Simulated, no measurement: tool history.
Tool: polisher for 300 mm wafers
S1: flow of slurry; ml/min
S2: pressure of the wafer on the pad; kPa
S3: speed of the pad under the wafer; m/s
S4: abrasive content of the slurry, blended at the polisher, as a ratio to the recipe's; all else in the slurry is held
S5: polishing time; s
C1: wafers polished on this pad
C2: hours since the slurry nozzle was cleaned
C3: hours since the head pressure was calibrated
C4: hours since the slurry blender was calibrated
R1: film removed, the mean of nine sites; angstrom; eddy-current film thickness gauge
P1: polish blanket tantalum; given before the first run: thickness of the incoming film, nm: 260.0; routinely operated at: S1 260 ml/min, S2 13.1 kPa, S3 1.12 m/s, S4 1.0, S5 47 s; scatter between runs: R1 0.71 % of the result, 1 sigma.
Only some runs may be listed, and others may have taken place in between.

run,day,S1,S2,S3,S4,S5,C1,C2,C3,C4,R1
1,0.308,260,13.1,1.12,1.0,47,531,56.4,133.4,273.3,755.86
2,0.675,260,13.1,0.84,1.0,27,592,65.2,142.2,282.1,324.80
3,0.958,155,13.1,1.12,1.0,47,639,72.0,149.0,288.9,712.72
4,1.225,260,13.1,1.12,1.0,47,684,78.4,155.4,295.3,751.48
5,1.425,260,13.1,0.70,1.0,47,717,83.2,160.2,300.1,472.91
6,1.758,260,13.1,1.68,1.0,47,773,91.2,168.2,308.1,1143.70
7,2.058,260,13.1,1.12,1.0,47,823,98.4,175.4,315.3,764.56
8,2.250,260,13.1,1.12,1.2,47,854,103.0,180.0,319.9,801.16
9,2.525,260,13.1,1.12,1.0,47,900,109.6,186.6,326.5,759.82
10,2.712,380,13.1,1.12,1.0,47,932,114.1,191.1,331.0,777.44
11,3.125,260,19.3,1.12,1.0,47,1000,124.0,201.0,340.9,1121.90
12,3.525,260,13.1,1.12,1.0,47,1067,133.6,210.6,350.5,755.69
13,3.858,260,13.1,1.12,1.0,47,1123,141.6,218.6,358.5,760.45
14,4.067,260,13.1,1.12,1.0,47,1157,146.6,223.6,363.5,758.83
15,4.408,260,13.1,1.12,1.0,30,1214,154.8,231.8,371.7,488.72
16,4.725,260,13.1,1.12,1.0,72,1267,162.4,239.4,379.3,1173.80
17,4.975,260,13.1,1.12,0.5,47,1309,168.4,245.4,385.3,584.11
18,5.262,260,7.6,1.12,1.0,47,1357,175.3,252.3,392.2,436.12
19,5.675,260,13.1,1.12,1.0,47,1426,185.2,262.2,402.1,758.34
20,6.008,260,13.1,1.12,1.0,47,1481,193.2,270.2,410.1,732.32
21,6.358,260,13.1,1.12,1.0,47,1539,201.6,278.6,418.5,713.49
22,6.683,260,13.1,1.12,1.0,47,1594,209.4,286.4,426.3,698.94
23,6.992,260,13.1,1.12,1.0,47,1645,216.8,293.8,433.7,693.40
24,7.275,260,13.1,1.12,1.0,47,1692,223.6,300.6,440.5,686.49
25,7.654,260,13.1,1.12,1.0,47,1756,232.7,309.7,449.6,683.56
# day 7.812: worn pad replaced by a new one
26,7.888,260,13.1,1.12,1.0,47,12,238.3,315.3,455.2,680.53
# day 7.992: slurry nozzle cleaned
27,8.075,260,13.1,1.12,1.0,47,44,2.0,319.8,459.7,684.65
28,8.279,260,13.1,1.12,1.0,47,78,6.9,324.7,464.6,682.77
29,8.479,260,13.1,1.12,1.0,47,111,11.7,329.5,469.4,682.62
30,8.858,260,13.1,1.12,1.0,47,174,20.8,338.6,478.5,681.84

Compared with where it was, what P1 gives has crept away. Each cause listed below fits the log as well as the rest, at the size given for it:
A: abrasive missing from the slurry, % = 28.8
B: head's pressure below its setpoint, % = 10.4
Creep in the process output first set in at about day 5.675.
Other possible causes, and why each is ruled out:
removal rate lost through wear of the pad, %: serviced at day 7.812, after the drift had started, without restoring the earlier output
slurry flow missing at the pad, %: serviced at day 7.992, after the drift had started, without restoring the earlier output

Below are 4 check runs, each on a single wafer, with their results shown as question marks. Which of them would tell the listed causes apart, meaning the causes would give clearly different results under it?
check 1,9.238,260,18.6,1.12,1.0,71,,,,,?
check 2,9.238,155,13.1,1.12,1.0,58,,,,,?
check 3,9.238,360,13.1,1.66,1.0,47,,,,,?
check 4,9.238,260,13.1,1.12,0.5,47,,,,,?

Predicted outcomes, by check and by cause:
check,result,if A,if B
check 1,R1,1461.10,1460.50
check 2,R1,784.33,783.98
check 3,R1,1038.20,1037.70
check 4,R1,500.57,529.15
Per-check spread between the two closest causes, in the result where they differ most: check 1 0.04 %; check 2 0.04 %; check 3 0.04 %; check 4 5.55 %
Only in check 4 would the causes give clearly different results; in the remaining checks their results would be nearly the same.

After running check 4, the following was obtained: R1 522.30 angstrom. Which cause does this point to?

It is B: head's pressure below its setpoint, %.
